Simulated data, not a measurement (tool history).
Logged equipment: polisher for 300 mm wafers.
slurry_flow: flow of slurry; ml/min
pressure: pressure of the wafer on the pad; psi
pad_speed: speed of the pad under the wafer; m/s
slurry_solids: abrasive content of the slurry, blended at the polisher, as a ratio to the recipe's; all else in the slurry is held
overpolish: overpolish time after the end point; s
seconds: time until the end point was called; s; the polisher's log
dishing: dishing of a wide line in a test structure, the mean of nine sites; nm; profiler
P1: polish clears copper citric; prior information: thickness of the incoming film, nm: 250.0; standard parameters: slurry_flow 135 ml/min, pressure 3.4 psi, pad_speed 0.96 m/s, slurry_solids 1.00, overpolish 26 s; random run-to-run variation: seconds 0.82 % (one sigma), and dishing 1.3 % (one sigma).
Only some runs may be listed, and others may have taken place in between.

Run 1, hour 6.5: slurry_flow 135 ml/min, pressure 3.4 psi, pad_speed 0.96 m/s, slurry_solids 1.00, overpolish 26 s. Result: seconds 102.820 s, dishing 44.657 nm.
Run 2, hour 15.0: slurry_flow 135 ml/min, pressure 3.4 psi, pad_speed 0.96 m/s, slurry_solids 1.00, overpolish 26 s. Result: seconds 102.470 s, dishing 46.432 nm.
Run 3, hour 28.4: slurry_flow 135 ml/min, pressure 3.4 psi, pad_speed 0.96 m/s, slurry_solids 1.00, overpolish 8 s. Result: seconds 102.270 s, dishing 15.404 nm.
Run 4, hour 41.9: slurry_flow 135 ml/min, pressure 3.4 psi, pad_speed 0.44 m/s, slurry_solids 1.00, overpolish 26 s. Result: seconds 217.930 s, dishing 22.775 nm.
Run 5, hour 54.0: slurry_flow 135 ml/min, pressure 2.2 psi, pad_speed 1.26 m/s, slurry_solids 1.00, overpolish 26 s. Result: seconds 117.570 s, dishing 37.993 nm.
Run 6, hour 64.0: slurry_flow 135 ml/min, pressure 3.4 psi, pad_speed 0.96 m/s, slurry_solids 1.00, overpolish 26 s. Result: seconds 103.590 s, dishing 45.075 nm.
Run 7, hour 74.0: slurry_flow 135 ml/min, pressure 5.3 psi, pad_speed 0.96 m/s, slurry_solids 1.00, overpolish 26 s. Result: seconds 65.709 s, dishing 63.780 nm.
Run 8, hour 82.3: slurry_flow 135 ml/min, pressure 3.4 psi, pad_speed 0.96 m/s, slurry_solids 0.50, overpolish 26 s. Result: seconds 117.760 s, dishing 39.594 nm.
Run 9, hour 92.7: slurry_flow 135 ml/min, pressure 1.5 psi, pad_speed 0.96 m/s, slurry_solids 0.75, overpolish 26 s. Result: seconds 244.360 s, dishing 20.089 nm.
Run 10, hour 103.5: slurry_flow 135 ml/min, pressure 3.4 psi, pad_speed 0.96 m/s, slurry_solids 1.00, overpolish 26 s. Result: seconds 101.930 s, dishing 44.471 nm.
Run 11, hour 113.1: slurry_flow 135 ml/min, pressure 3.4 psi, pad_speed 0.96 m/s, slurry_solids 1.30, overpolish 26 s. Result: seconds 97.301 s, dishing 47.920 nm.
Run 12, hour 125.6: slurry_flow 80 ml/min, pressure 3.4 psi, pad_speed 0.96 m/s, slurry_solids 1.00, overpolish 26 s. Result: seconds 116.040 s, dishing 40.383 nm.
Run 13, hour 135.0: slurry_flow 135 ml/min, pressure 3.4 psi, pad_speed 0.96 m/s, slurry_solids 1.00, overpolish 51 s. Result: seconds 102.430 s, dishing 77.485 nm.
Run 14, hour 149.8: slurry_flow 135 ml/min, pressure 3.4 psi, pad_speed 0.96 m/s, slurry_solids 1.00, overpolish 26 s. Result: seconds 102.100 s, dishing 45.007 nm.
Run 15, hour 156.9: slurry_flow 190 ml/min, pressure 3.4 psi, pad_speed 0.96 m/s, slurry_solids 1.00, overpolish 26 s. Result: seconds 97.004 s, dishing 46.851 nm.
Run 16, hour 169.0: slurry_flow 135 ml/min, pressure 2.1 psi, pad_speed 0.96 m/s, slurry_solids 1.00, overpolish 26 s. Result: seconds 165.300 s, dishing 28.432 nm.
Run 17, hour 179.9: slurry_flow 135 ml/min, pressure 3.4 psi, pad_speed 1.34 m/s, slurry_solids 1.00, overpolish 26 s. Result: seconds 74.365 s, dishing 59.334 nm.
Run 18, hour 191.8: slurry_flow 135 ml/min, pressure 3.4 psi, pad_speed 0.96 m/s, slurry_solids 1.00, overpolish 26 s. Result: seconds 101.200 s, dishing 45.833 nm.
Run 19, hour 201.1: slurry_flow 135 ml/min, pressure 3.4 psi, pad_speed 0.96 m/s, slurry_solids 1.00, overpolish 26 s. Result: seconds 108.630 s, dishing 43.301 nm.
Run 20, hour 212.4: slurry_flow 135 ml/min, pressure 3.4 psi, pad_speed 0.96 m/s, slurry_solids 1.00, overpolish 26 s. Result: seconds 110.730 s, dishing 41.466 nm.
Run 21, hour 223.4: slurry_flow 135 ml/min, pressure 3.4 psi, pad_speed 0.96 m/s, slurry_solids 1.00, overpolish 26 s. Result: seconds 112.960 s, dishing 41.174 nm.
At hour 223.9: head pressure recalibrated.
Run 22, hour 229.9: slurry_flow 135 ml/min, pressure 3.4 psi, pad_speed 0.96 m/s, slurry_solids 1.00, overpolish 26 s. Result: seconds 115.170 s, dishing 41.432 nm.

For run 23, what comes out?
At hour 231.8: slurry blender recalibrated.
Run 23, hour 242.2: slurry_flow 135 ml/min, pressure 3.4 psi, pad_speed 0.96 m/s, slurry_solids 1.00, overpolish 26 s. Result: seconds ?, dishing ?.

Logged for run 23: seconds 114.100 s, dishing 40.756 nm.

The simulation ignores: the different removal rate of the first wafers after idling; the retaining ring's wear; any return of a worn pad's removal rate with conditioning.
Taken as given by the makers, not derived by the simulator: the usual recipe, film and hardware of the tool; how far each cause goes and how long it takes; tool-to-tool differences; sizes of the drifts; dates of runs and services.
